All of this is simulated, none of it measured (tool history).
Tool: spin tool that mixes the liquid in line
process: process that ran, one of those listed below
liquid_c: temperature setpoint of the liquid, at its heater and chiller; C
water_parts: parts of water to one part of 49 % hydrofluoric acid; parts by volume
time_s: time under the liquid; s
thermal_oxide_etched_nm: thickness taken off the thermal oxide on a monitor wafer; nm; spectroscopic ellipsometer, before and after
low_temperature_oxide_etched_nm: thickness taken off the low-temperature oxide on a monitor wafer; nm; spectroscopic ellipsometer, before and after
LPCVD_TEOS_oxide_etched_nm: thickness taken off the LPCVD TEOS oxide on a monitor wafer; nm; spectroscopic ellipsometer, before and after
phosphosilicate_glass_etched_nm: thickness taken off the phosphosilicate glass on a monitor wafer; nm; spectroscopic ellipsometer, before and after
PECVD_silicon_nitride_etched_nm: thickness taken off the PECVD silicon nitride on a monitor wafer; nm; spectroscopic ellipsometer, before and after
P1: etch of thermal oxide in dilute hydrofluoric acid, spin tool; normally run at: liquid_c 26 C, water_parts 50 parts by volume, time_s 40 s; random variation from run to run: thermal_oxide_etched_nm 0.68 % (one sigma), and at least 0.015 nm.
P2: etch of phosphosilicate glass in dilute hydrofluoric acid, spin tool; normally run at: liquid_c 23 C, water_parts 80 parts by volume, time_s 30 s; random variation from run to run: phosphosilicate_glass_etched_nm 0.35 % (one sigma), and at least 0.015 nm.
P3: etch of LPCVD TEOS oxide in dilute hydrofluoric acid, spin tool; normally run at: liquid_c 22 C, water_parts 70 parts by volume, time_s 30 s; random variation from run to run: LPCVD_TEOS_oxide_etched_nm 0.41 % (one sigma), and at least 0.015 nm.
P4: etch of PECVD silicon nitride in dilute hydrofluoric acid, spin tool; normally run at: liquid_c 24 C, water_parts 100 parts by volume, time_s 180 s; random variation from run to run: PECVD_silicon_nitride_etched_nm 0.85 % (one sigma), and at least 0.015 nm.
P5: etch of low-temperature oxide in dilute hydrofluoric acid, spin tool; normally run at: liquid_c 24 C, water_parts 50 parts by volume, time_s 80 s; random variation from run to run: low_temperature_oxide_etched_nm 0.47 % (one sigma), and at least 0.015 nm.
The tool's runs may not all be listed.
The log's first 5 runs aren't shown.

| run | hour | process | liquid_c | water_parts | time_s | thermal_oxide_etched_nm | low_temperature_oxide_etched_nm | LPCVD_TEOS_oxide_etched_nm | phosphosilicate_glass_etched_nm | PECVD_silicon_nitride_etched_nm |
|---|---|---|---|---|---|---|---|---|---|---|
| 6 | 89.2 | P1 | 20 | 50 | 40 | 3.2249 |  |  |  |  |
| 7 | 103.2 | P1 | 31 | 50 | 40 | 5.0599 |  |  |  |  |
| 8 | 118.0 | P2 | 23 | 115 | 30 |  |  |  | 20.506 |  |
| 9 | 129.0 | P4 | 24 | 100 | 50 |  |  |  |  | 0.87119 |
| 10 | 146.9 | P1 | 26 | 50 | 40 | 4.2282 |  |  |  |  |
| 11 | 163.4 | P4 | 24 | 100 | 180 |  |  |  |  | 3.14100 |
| 12 | 174.1 | P3 | 17 | 70 | 30 |  |  | 5.4609 |  |  |
| 13 | 192.1 | P1 | 26 | 50 | 40 | 4.2388 |  |  |  |  |
| 14 | 201.2 | P1 | 26 | 50 | 40 | 4.1690 |  |  |  |  |
| 15 | 213.4 | P1 | 26 | 50 | 40 | 4.1379 |  |  |  |  |
| 16 | 231.1 | P1 | 26 | 50 | 75 | 7.8358 |  |  |  |  |
| 17 | 242.7 | P2 | 23 | 80 | 15 |  |  |  | 15.304 |  |
| 18 | 262.0 | P2 | 23 | 80 | 30 |  |  |  | 30.738 |  |
| 19 | 275.2 | P4 | 24 | 100 | 180 |  |  |  |  | 3.15780 |
| 20 | 284.7 | P1 | 26 | 50 | 40 | 4.1826 |  |  |  |  |
| 21 | 302.3 | P1 | 26 | 90 | 65 | 3.6080 |  |  |  |  |
| 22 | 320.7 | P3 | 22 | 70 | 30 |  |  | 6.7698 |  |  |
| 23 | 329.2 | P3 | 22 | 70 | 30 |  |  | 6.7623 |  |  |
| 24 | 345.7 | P5 | 24 | 50 | 20 |  | 4.4557 |  |  |  |
|  | 348.6 | hydrofluoric acid flow meter replaced |
| 25 | 361.6 | P2 | 31 | 80 | 30 |  |  |  | 41.868 |  |
| 26 | 374.5 | P5 | 24 | 50 | 80 |  | 17.9480 |  |  |  |
| 27 | 384.8 | P1 | 26 | 90 | 40 | 2.2168 |  |  |  |  |

Forecast run 28:
| 28 | 404.0 | P4 | 24 | 35 | 180 |  |  |  |  | ? |

{"run 28": {"PECVD_silicon_nitride_etched_nm": 8.6388}}
